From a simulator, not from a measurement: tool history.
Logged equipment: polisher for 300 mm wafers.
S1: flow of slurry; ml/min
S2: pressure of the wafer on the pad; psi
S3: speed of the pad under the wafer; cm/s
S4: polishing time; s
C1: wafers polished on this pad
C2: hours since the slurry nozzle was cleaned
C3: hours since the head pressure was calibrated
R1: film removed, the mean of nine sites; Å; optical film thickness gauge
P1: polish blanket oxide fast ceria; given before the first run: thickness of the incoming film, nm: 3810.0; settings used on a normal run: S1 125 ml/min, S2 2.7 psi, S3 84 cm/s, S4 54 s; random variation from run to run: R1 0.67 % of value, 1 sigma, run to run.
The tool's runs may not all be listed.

Run 1, hour 4.3: S1 125 ml/min, S2 2.7 psi, S3 84 cm/s, S4 54 s; C1 359; C2 126.0; C3 92.8. Result: R1 7591.5 Å.
At hour 8.9: head pressure recalibrated.
Run 2, hour 9.1: S1 125 ml/min, S2 2.7 psi, S3 84 cm/s, S4 24 s; C1 392; C2 130.8; C3 0.3. Result: R1 3373.1 Å.
Run 3, hour 13.5: S1 75 ml/min, S2 2.7 psi, S3 84 cm/s, S4 54 s; C1 422; C2 135.2; C3 4.7. Result: R1 6693.0 Å.
Run 4, hour 17.0: S1 125 ml/min, S2 2.7 psi, S3 132 cm/s, S4 54 s; C1 447; C2 138.7; C3 8.2. Result: R1 12039.0 Å.
Run 5, hour 20.7: S1 125 ml/min, S2 4.2 psi, S3 84 cm/s, S4 54 s; C1 472; C2 142.4; C3 11.9. Result: R1 11842.0 Å.
Run 6, hour 25.6: S1 125 ml/min, S2 2.7 psi, S3 84 cm/s, S4 82 s; C1 506; C2 147.3; C3 16.8. Result: R1 11571.0 Å.
Run 7, hour 31.4: S1 125 ml/min, S2 2.7 psi, S3 84 cm/s, S4 54 s; C1 547; C2 153.1; C3 22.6. Result: R1 7560.5 Å.
Run 8, hour 37.4: S1 125 ml/min, S2 1.5 psi, S3 84 cm/s, S4 54 s; C1 588; C2 159.1; C3 28.6. Result: R1 4183.1 Å.
Run 9, hour 43.0: S1 75 ml/min, S2 2.1 psi, S3 84 cm/s, S4 54 s; C1 627; C2 164.7; C3 34.2. Result: R1 5134.4 Å.
Run 10, hour 49.4: S1 125 ml/min, S2 2.7 psi, S3 84 cm/s, S4 54 s; C1 671; C2 171.1; C3 40.6. Result: R1 7572.5 Å.
Run 11, hour 53.5: S1 125 ml/min, S2 2.7 psi, S3 84 cm/s, S4 54 s; C1 700; C2 175.2; C3 44.7. Result: R1 7676.8 Å.

For run 12, what comes out?
Run 12, hour 57.0: S1 185 ml/min, S2 2.7 psi, S3 84 cm/s, S4 54 s; C1 724; C2 178.7; C3 48.2. Result: R1 ?.

Run 12 measured R1 8126.6 Å.

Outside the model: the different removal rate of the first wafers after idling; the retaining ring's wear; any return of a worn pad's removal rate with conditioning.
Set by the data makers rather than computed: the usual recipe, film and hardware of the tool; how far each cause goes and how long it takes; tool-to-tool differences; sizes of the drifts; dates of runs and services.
